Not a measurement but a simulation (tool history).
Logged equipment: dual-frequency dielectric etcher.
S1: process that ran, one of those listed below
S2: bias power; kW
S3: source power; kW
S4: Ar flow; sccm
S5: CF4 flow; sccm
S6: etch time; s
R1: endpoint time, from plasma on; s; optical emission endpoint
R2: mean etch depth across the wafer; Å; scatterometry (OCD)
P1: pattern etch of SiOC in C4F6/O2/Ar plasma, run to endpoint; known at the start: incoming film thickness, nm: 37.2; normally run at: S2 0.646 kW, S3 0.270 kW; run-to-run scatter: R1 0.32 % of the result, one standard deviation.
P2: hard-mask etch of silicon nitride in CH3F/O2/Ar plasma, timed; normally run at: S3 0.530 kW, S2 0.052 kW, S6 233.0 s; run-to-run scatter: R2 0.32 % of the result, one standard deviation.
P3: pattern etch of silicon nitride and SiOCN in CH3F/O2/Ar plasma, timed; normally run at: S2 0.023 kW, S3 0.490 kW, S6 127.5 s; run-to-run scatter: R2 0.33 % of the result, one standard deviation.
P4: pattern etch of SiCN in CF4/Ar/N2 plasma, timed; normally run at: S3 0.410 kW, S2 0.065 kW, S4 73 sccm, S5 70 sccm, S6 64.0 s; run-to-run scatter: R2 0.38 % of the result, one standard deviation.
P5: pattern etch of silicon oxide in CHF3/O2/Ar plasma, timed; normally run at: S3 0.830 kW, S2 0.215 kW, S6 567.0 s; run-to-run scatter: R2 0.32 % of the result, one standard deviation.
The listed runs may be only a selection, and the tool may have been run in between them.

{"run": 1, "hour": 10.6, "S1": "P1", "S2": 0.646, "S3": 0.27, "R1": 12.743}
{"run": 2, "hour": 19.2, "S1": "P4", "S2": 0.065, "S3": 0.41, "S4": 86, "S5": 70, "S6": 64.0, "R2": 505.02}
{"run": 3, "hour": 25.9, "S1": "P5", "S2": 0.215, "S3": 0.83, "S6": 567.0, "R2": 13599.0}
{"run": 4, "hour": 35.6, "S1": "P4", "S2": 0.065, "S3": 0.41, "S4": 73, "S5": 86, "S6": 64.0, "R2": 532.71}
{"run": 5, "hour": 46.0, "S1": "P4", "S2": 0.065, "S3": 0.41, "S4": 73, "S5": 70, "S6": 64.0, "R2": 515.81}
{"run": 6, "hour": 51.2, "S1": "P1", "S2": 0.908, "S3": 0.27, "R1": 11.184}
{"run": 7, "hour": 59.6, "S1": "P1", "S2": 0.646, "S3": 0.27, "R1": 12.757}
{"run": 8, "hour": 70.5, "S1": "P1", "S2": 0.646, "S3": 0.27, "R1": 12.724}
{"run": 9, "hour": 75.7, "S1": "P5", "S2": 0.215, "S3": 0.61, "S6": 567.0, "R2": 12043.0}
{"run": 10, "hour": 83.5, "S1": "P4", "S2": 0.065, "S3": 0.34, "S4": 73, "S5": 70, "S6": 64.0, "R2": 436.65}
{"run": 11, "hour": 90.9, "S1": "P4", "S2": 0.065, "S3": 0.41, "S4": 73, "S5": 70, "S6": 85.5, "R2": 684.72}
{"run": 12, "hour": 96.7, "S1": "P3", "S2": 0.023, "S3": 0.49, "S6": 127.5, "R2": 184.52}
{"run": 13, "hour": 106.4, "S1": "P1", "S2": 0.646, "S3": 0.34, "R1": 11.75}
{"hour": 113.0, "done": "wet clean of the chamber"}
{"run": 14, "hour": 113.7, "S1": "P2", "S2": 0.052, "S3": 0.53, "S6": 175.5, "R2": 1243.1}
{"run": 15, "hour": 123.0, "S1": "P4", "S2": 0.088, "S3": 0.41, "S4": 73, "S5": 70, "S6": 64.0, "R2": 570.01}
{"run": 16, "hour": 129.3, "S1": "P1", "S2": 0.646, "S3": 0.27, "R1": 12.715}
{"run": 17, "hour": 134.9, "S1": "P4", "S2": 0.065, "S3": 0.41, "S4": 73, "S5": 70, "S6": 64.0, "R2": 513.9}
{"run": 18, "hour": 146.0, "S1": "P2", "S2": 0.052, "S3": 0.36, "S6": 233.0, "R2": 1409.1}
{"run": 19, "hour": 153.5, "S1": "P5", "S2": 0.215, "S3": 0.83, "S6": 567.0, "R2": 13617.0}
{"run": 20, "hour": 161.7, "S1": "P2", "S2": 0.052, "S3": 0.53, "S6": 233.0, "R2": 1644.7}
{"run": 21, "hour": 166.6, "S1": "P1", "S2": 0.494, "S3": 0.32, "R1": 13.301}
{"run": 22, "hour": 171.6, "S1": "P3", "S2": 0.023, "S3": 0.49, "S6": 187.5, "R2": 271.29}
{"run": 23, "hour": 176.4, "S1": "P3", "S2": 0.032, "S3": 0.49, "S6": 127.5, "R2": 214.58}
{"run": 24, "hour": 181.6, "S1": "P1", "S2": 0.646, "S3": 0.27, "R1": 12.676}
{"run": 25, "hour": 189.8, "S1": "P5", "S2": 0.295, "S3": 0.83, "S6": 567.0, "R2": 15145.0}
{"run": 26, "hour": 196.4, "S1": "P3", "S2": 0.023, "S3": 0.69, "S6": 127.5, "R2": 208.79}
{"run": 27, "hour": 206.2, "S1": "P1", "S2": 0.646, "S3": 0.18, "R1": 14.645}
{"run": 28, "hour": 216.8, "S1": "P1", "S2": 0.893, "S3": 0.2, "R1": 12.377}
{"run": 29, "hour": 223.5, "S1": "P1", "S2": 0.469, "S3": 0.27, "R1": 14.408}
{"run": 30, "hour": 230.3, "S1": "P3", "S2": 0.023, "S3": 0.49, "S6": 127.5, "R2": 185.04}
{"run": 31, "hour": 235.4, "S1": "P1", "S2": 0.414, "S3": 0.2, "R1": 16.78}
{"run": 32, "hour": 243.4, "S1": "P5", "S2": 0.215, "S3": 0.83, "S6": 312.0, "R2": 7474.7}
{"run": 33, "hour": 252.3, "S1": "P2", "S2": 0.071, "S3": 0.53, "S6": 233.0, "R2": 1823.4}
{"run": 34, "hour": 258.8, "S1": "P1", "S2": 0.646, "S3": 0.27, "R1": 12.712}
{"run": 35, "hour": 267.2, "S1": "P1", "S2": 0.646, "S3": 0.27, "R1": 12.645}
{"run": 36, "hour": 276.5, "S1": "P1", "S2": 0.646, "S3": 0.27, "R1": 12.665}
{"run": 37, "hour": 283.9, "S1": "P1", "S2": 0.646, "S3": 0.27, "R1": 12.6}
{"run": 38, "hour": 294.7, "S1": "P1", "S2": 0.646, "S3": 0.27, "R1": 12.589}
{"run": 39, "hour": 301.3, "S1": "P1", "S2": 0.646, "S3": 0.27, "R1": 12.567}
{"run": 40, "hour": 308.3, "S1": "P1", "S2": 0.646, "S3": 0.27, "R1": 12.587}
{"hour": 311.6, "done": "wet clean of the chamber"}
{"run": 41, "hour": 319.1, "S1": "P1", "S2": 0.646, "S3": 0.27, "R1": 12.534}
{"run": 42, "hour": 329.7, "S1": "P1", "S2": 0.646, "S3": 0.27, "R1": 12.574}
{"run": 43, "hour": 335.7, "S1": "P1", "S2": 0.646, "S3": 0.27, "R1": 12.487}

The output of P1 has drifted from where it used to be. Each of the 2 causes below, taken at the size shown beside it, accounts for the log equally well:
A: source power that arrives over what is set, % = 4.97
B: bias power that arrives over what is set, % = 4.57
Creep in the process output first set in at about hour 258.8.
All other causes, with the reason each is excluded:
chamber walls in a state that raises the etch rate, %: its service at hour 311.6 followed the start of the drift and did not put the process back to its old value

Which of the 4 check runs listed below separates the causes, so that each cause would produce a clearly different result? Each run uses one wafer, and its results are marked with question marks.
{"run": "check 1", "hour": 341.7, "S1": "P2", "S2": 0.052, "S3": 0.45, "S6": 233.0, "R2": "?"}
{"run": "check 2", "hour": 341.7, "S1": "P4", "S2": 0.065, "S3": 0.34, "S4": 73, "S5": 70, "S6": 64.0, "R2": "?"}
{"run": "check 3", "hour": 341.7, "S1": "P3", "S2": 0.029, "S3": 0.6, "S6": 127.5, "R2": "?"}
{"run": "check 4", "hour": 341.7, "S1": "P5", "S2": 0.294, "S3": 0.83, "S6": 330.0, "R2": "?"}

Check results expected under each cause:
check=check_1 result=R2 if_A=1569.40 if_B=1561.90
check=check_2 result=R2 if_A=455.48 if_B=442.90
check=check_3 result=R2 if_A=223.43 if_B=224.28
check=check_4 result=R2 if_A=8963.60 if_B=8945.60
Gap, in per cent, between the two causes that each check separates least, read from the result that separates them most: check 1 0.48 %; check 2 2.8 %; check 3 0.38 %; check 4 0.2 %
Only check 2 tells the causes apart: in the others they would give nearly the same result.

The results of check 2 are: R2 456.08 Å. Based on these, which of the listed causes is it?

It is A: source power that arrives over what is set, %.

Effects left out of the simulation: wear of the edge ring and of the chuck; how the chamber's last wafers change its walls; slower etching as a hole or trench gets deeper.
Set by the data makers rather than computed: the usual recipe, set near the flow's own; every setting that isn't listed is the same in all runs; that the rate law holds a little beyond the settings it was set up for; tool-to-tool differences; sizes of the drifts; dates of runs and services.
